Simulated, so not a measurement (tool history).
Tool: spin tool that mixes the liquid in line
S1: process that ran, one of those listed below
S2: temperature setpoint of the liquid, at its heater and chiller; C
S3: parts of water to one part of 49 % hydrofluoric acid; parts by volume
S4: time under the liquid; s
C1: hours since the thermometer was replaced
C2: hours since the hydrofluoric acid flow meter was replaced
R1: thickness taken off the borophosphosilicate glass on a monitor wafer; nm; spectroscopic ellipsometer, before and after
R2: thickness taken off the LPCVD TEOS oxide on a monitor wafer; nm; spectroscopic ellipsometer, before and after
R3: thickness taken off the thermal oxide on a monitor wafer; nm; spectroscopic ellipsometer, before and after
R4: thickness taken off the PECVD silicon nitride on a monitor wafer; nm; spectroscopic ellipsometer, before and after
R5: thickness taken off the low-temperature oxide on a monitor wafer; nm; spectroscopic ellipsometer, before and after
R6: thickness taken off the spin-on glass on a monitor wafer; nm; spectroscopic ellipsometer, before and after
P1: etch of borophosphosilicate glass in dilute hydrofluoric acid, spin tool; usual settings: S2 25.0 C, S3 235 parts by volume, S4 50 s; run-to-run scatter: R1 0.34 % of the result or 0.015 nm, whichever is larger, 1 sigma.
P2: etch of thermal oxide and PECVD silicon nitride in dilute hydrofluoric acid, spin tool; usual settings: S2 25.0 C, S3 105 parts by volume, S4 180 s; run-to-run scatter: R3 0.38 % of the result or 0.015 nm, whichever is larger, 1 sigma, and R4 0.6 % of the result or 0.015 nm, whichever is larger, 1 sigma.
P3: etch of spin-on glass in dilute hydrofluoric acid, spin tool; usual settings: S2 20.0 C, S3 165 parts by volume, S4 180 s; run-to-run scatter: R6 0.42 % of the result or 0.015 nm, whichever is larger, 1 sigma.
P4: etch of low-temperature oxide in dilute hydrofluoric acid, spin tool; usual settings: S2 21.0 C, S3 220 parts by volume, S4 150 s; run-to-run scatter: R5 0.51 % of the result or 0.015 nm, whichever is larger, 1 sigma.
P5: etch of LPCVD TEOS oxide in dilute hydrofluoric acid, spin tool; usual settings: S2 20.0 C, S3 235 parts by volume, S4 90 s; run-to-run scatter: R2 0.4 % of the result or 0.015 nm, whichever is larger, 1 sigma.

| run | hour | S1 | S2 | S3 | S4 | C1 | C2 | R1 | R2 | R3 | R4 | R5 | R6 |
|---|---|---|---|---|---|---|---|---|---|---|---|---|---|
| 1 | 11.6 | P1 | 25.0 | 235 | 50 | 185.2 | 421.9 | 11.4050 |  |  |  |  |  |
| 2 | 27.0 | P1 | 25.0 | 405 | 50 | 200.6 | 437.3 | 5.5829 |  |  |  |  |  |
| 3 | 38.7 | P5 | 20.0 | 235 | 40 | 212.3 | 449.0 |  | 5.6163 |  |  |  |  |
| 4 | 52.2 | P2 | 25.0 | 105 | 180 | 225.8 | 462.5 |  |  | 8.47660 | 3.82980 |  |  |
| 5 | 68.7 | P1 | 25.0 | 235 | 50 | 242.3 | 479.0 | 11.4880 |  |  |  |  |  |
| 6 | 88.0 | P4 | 21.0 | 35 | 150 | 261.6 | 498.3 |  |  |  |  | 79.8110 |  |
| 7 | 100.7 | P1 | 25.0 | 45 | 50 | 274.3 | 511.0 | 74.7620 |  |  |  |  |  |
| 8 | 113.4 | P5 | 20.0 | 235 | 90 | 287.0 | 523.7 |  | 12.7940 |  |  |  |  |
| 9 | 123.7 | P1 | 25.0 | 310 | 90 | 297.3 | 534.0 | 14.3690 |  |  |  |  |  |
| 10 | 133.4 | P2 | 29.5 | 105 | 180 | 307.0 | 543.7 |  |  | 10.04600 | 5.12980 |  |  |
| 11 | 152.2 | P2 | 25.0 | 105 | 20 | 325.8 | 562.5 |  |  | 0.93992 | 0.41015 |  |  |
| 12 | 163.4 | P1 | 19.0 | 235 | 50 | 337.0 | 573.7 | 9.1515 |  |  |  |  |  |
| 13 | 173.1 | P3 | 17.0 | 165 | 180 | 346.7 | 583.4 |  |  |  |  |  | 22.7170 |
| 14 | 189.0 | P3 | 20.0 | 165 | 180 | 362.6 | 599.3 |  |  |  |  |  | 25.5670 |
|  | 200.2 | thermometer replaced |
| 15 | 206.3 | P4 | 21.0 | 220 | 295 | 6.1 | 616.6 |  |  |  |  | 20.3000 |  |
| 16 | 217.3 | P5 | 20.0 | 235 | 90 | 17.1 | 627.6 |  | 12.7660 |  |  |  |  |
| 17 | 226.0 | P1 | 25.0 | 235 | 15 | 25.8 | 636.3 | 3.4174 |  |  |  |  |  |
| 18 | 241.7 | P1 | 25.0 | 235 | 90 | 41.5 | 652.0 | 20.6100 |  |  |  |  |  |
| 19 | 257.2 | P3 | 20.0 | 165 | 180 | 57.0 | 667.5 |  |  |  |  |  | 25.6810 |
| 20 | 276.5 | P1 | 31.5 | 235 | 50 | 76.3 | 686.8 | 14.2650 |  |  |  |  |  |
| 21 | 293.2 | P4 | 21.0 | 220 | 150 | 93.0 | 703.5 |  |  |  |  | 10.2690 |  |
| 22 | 310.8 | P2 | 25.0 | 25 | 180 | 110.6 | 721.1 |  |  | 39.63700 | 15.43500 |  |  |
| 23 | 328.0 | P1 | 25.0 | 370 | 85 | 127.8 | 738.3 | 10.8410 |  |  |  |  |  |
| 24 | 342.6 | P5 | 17.0 | 235 | 90 | 142.4 | 752.9 |  | 11.2830 |  |  |  |  |
| 25 | 357.1 | P4 | 21.0 | 220 | 150 | 156.9 | 767.4 |  |  |  |  | 10.3890 |  |
| 26 | 365.9 | P1 | 25.0 | 235 | 50 | 165.7 | 776.2 | 11.4160 |  |  |  |  |  |
| 27 | 382.8 | P4 | 17.0 | 220 | 150 | 182.6 | 793.1 |  |  |  |  | 8.8965 |  |
| 28 | 399.5 | P3 | 20.0 | 295 | 180 | 199.3 | 809.8 |  |  |  |  |  | 12.6000 |
| 29 | 412.2 | P3 | 20.0 | 165 | 55 | 212.0 | 822.5 |  |  |  |  |  | 7.7653 |
| 30 | 423.9 | P1 | 25.0 | 235 | 50 | 223.7 | 834.2 | 11.4490 |  |  |  |  |  |
| 31 | 442.2 | P5 | 20.0 | 420 | 90 | 242.0 | 852.5 |  | 6.0398 |  |  |  |  |
| 32 | 458.6 | P1 | 25.0 | 235 | 50 | 258.4 | 868.9 | 11.4400 |  |  |  |  |  |
| 33 | 468.5 | P1 | 25.0 | 235 | 50 | 268.3 | 878.8 | 11.7220 |  |  |  |  |  |
| 34 | 487.6 | P1 | 25.0 | 235 | 50 | 287.4 | 897.9 | 11.8790 |  |  |  |  |  |
| 35 | 506.1 | P1 | 25.0 | 235 | 50 | 305.9 | 916.4 | 11.9740 |  |  |  |  |  |
| 36 | 524.5 | P1 | 25.0 | 235 | 50 | 324.3 | 934.8 | 12.1320 |  |  |  |  |  |
| 37 | 539.1 | P1 | 25.0 | 235 | 50 | 338.9 | 949.4 | 12.0420 |  |  |  |  |  |
| 38 | 549.2 | P1 | 25.0 | 235 | 50 | 349.0 | 959.5 | 12.0880 |  |  |  |  |  |
| 39 | 558.3 | P1 | 25.0 | 235 | 50 | 358.1 | 968.6 | 12.1560 |  |  |  |  |  |
| 40 | 572.0 | P1 | 25.0 | 235 | 50 | 371.8 | 982.3 | 12.0390 |  |  |  |  |  |

What P1 gives has crept away from where it was. These 2 causes fit the log equally well, each at the size given:
A: liquid hotter than its thermometer reads (K) = 1.67
B: hydrofluoric acid flow above the setpoint (%) = 4.85
The creep began at about hour 458.6.

4 check runs are offered, one wafer each, their results left as question marks. Which one tells the causes apart?
| check 1 | 585.7 | P2 | 25.0 | 30 | 180 |  |  |  |  | ? | ? |  |  |
| check 2 | 585.7 | P3 | 17.0 | 275 | 180 |  |  |  |  |  |  |  | ? |
| check 3 | 585.7 | P4 | 21.0 | 220 | 240 |  |  |  |  |  |  | ? |  |
| check 4 | 585.7 | P5 | 17.0 | 235 | 90 |  |  |  | ? |  |  |  |  |

What each check would give under each cause:
| check | result | if A | if B |
|---|---|---|---|
| check 1 | R3 | 34.92400 | 34.24800 |
| check 1 | R4 | 14.55500 | 13.62000 |
| check 2 | R6 | 13.1390 | 13.0710 |
| check 3 | R5 | 17.6330 | 17.5450 |
| check 4 | R2 | 12.1220 | 12.0280 |
How far apart the two closest causes lie, in the result that separates them most: check 1 6.64 %; check 2 0.52 %; check 3 0.5 %; check 4 0.78 %
Check 1 tells the causes apart: in the others they would give nearly the same result.

Then check 1 was run and gave: R3 34.28400 nm; R4 13.69500 nm. Which cause is it?

It is B: hydrofluoric acid flow above the setpoint (%).

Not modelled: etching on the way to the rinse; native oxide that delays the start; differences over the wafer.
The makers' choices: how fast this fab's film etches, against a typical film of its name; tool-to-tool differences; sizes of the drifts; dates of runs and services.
